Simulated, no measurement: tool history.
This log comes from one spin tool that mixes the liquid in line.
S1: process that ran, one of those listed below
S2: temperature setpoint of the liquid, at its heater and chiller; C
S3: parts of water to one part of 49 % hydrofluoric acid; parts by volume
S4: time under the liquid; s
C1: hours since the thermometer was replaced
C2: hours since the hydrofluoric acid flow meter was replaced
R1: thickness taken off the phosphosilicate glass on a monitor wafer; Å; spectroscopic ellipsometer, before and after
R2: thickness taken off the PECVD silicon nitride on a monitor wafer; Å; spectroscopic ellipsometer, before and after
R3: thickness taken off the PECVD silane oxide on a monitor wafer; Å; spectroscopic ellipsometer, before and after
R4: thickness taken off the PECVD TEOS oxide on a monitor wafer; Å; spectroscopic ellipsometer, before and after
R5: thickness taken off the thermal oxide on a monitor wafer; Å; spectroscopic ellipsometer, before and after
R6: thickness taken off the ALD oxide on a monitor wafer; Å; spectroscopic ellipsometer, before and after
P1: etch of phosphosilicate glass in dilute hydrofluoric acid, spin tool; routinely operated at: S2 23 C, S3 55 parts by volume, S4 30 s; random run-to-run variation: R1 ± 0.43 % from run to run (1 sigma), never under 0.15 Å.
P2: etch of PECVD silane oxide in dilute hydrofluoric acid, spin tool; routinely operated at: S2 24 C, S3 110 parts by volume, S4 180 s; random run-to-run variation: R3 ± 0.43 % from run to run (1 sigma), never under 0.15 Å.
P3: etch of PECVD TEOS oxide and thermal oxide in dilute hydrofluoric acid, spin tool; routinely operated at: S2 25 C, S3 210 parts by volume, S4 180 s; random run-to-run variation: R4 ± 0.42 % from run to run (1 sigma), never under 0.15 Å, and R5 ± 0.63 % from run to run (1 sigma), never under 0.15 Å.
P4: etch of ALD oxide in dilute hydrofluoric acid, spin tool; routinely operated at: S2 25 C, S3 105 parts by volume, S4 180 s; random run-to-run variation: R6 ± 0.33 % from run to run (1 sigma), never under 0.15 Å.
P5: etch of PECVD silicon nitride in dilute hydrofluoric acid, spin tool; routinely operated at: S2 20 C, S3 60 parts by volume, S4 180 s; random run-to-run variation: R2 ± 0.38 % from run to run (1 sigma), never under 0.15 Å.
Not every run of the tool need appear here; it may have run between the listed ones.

run 1 hour=9.2 | S1=P1 S2=23 S3=55 S4=30 | C1=1829.7 C2=529.6 | R1=1032.8
run 2 hour=16.7 | S1=P5 S2=20 S3=60 S4=300 | C1=1837.2 C2=537.1 | R2=172.69
run 3 hour=30.7 | S1=P2 S2=24 S3=110 S4=35 | C1=1851.2 C2=551.1 | R3=47.457
run 4 hour=37.8 | S1=P2 S2=24 S3=155 S4=180 | C1=1858.3 C2=558.2 | R3=164.39
run 5 hour=48.5 | S1=P1 S2=23 S3=20 S4=30 | C1=1869 C2=568.9 | R1=3003.9
run 6 hour=59.4 | S1=P5 S2=28.5 S3=60 S4=180 | C1=1879.9 C2=579.8 | R2=183.61
run 7 hour=71.5 | S1=P1 S2=23 S3=55 S4=30 | C1=1892 C2=591.9 | R1=1040
run 8 hour=83.1 | S1=P3 S2=25 S3=210 S4=180 | C1=1903.6 C2=603.5 | R4=137.87 R5=35.894
run 9 hour=95.9 | S1=P3 S2=25 S3=210 S4=35 | C1=1916.4 C2=616.3 | R4=26.649 R5=7.176
run 10 hour=108.3 | S1=P4 S2=25 S3=105 S4=285 | C1=1928.8 C2=628.7 | R6=274.2
run 11 hour=121.9 | S1=P5 S2=20 S3=60 S4=180 | C1=1942.4 C2=642.3 | R2=104.16
run 12 hour=134.8 | S1=P1 S2=23 S3=55 S4=15 | C1=1955.3 C2=655.2 | R1=514.92
run 13 hour=150.8 | S1=P5 S2=20 S3=105 S4=180 | C1=1971.3 C2=671.2 | R2=59.74
run 14 hour=164.6 | S1=P3 S2=17 S3=210 S4=180 | C1=1985.1 C2=685 | R4=101.3 R5=26.525
run 15 hour=173.5 | S1=P1 S2=17 S3=55 S4=30 | C1=1994 C2=693.9 | R1=799.87
run 16 hour=188.1 | S1=P4 S2=25 S3=105 S4=180 | C1=2008.6 C2=708.5 | R6=174.44
run 17 hour=199 | S1=P4 S2=25 S3=45 S4=180 | C1=2019.5 C2=719.4 | R6=436.98
run 18 hour=212.7 | S1=P1 S2=23 S3=55 S4=30 | C1=2033.2 C2=733.1 | R1=1042.6
run 19 hour=221.8 | S1=P4 S2=17 S3=105 S4=180 | C1=2042.3 C2=742.2 | R6=125
run 20 hour=230.1 | S1=P1 S2=23 S3=55 S4=30 | C1=2050.6 C2=750.5 | R1=1035.1
run 21 hour=237.1 | S1=P3 S2=25 S3=35 S4=180 | C1=2057.6 C2=757.5 | R4=1027.5 R5=272.53
run 22 hour=252.4 | S1=P1 S2=23 S3=55 S4=55 | C1=2072.9 C2=772.8 | R1=1897.4

Predict the results of run 23:
run 23 hour=260.2 | S1=P1 S2=29.5 S3=55 S4=15 | C1=2080.7 C2=780.6 | R1=?

R1: 670.17 Å
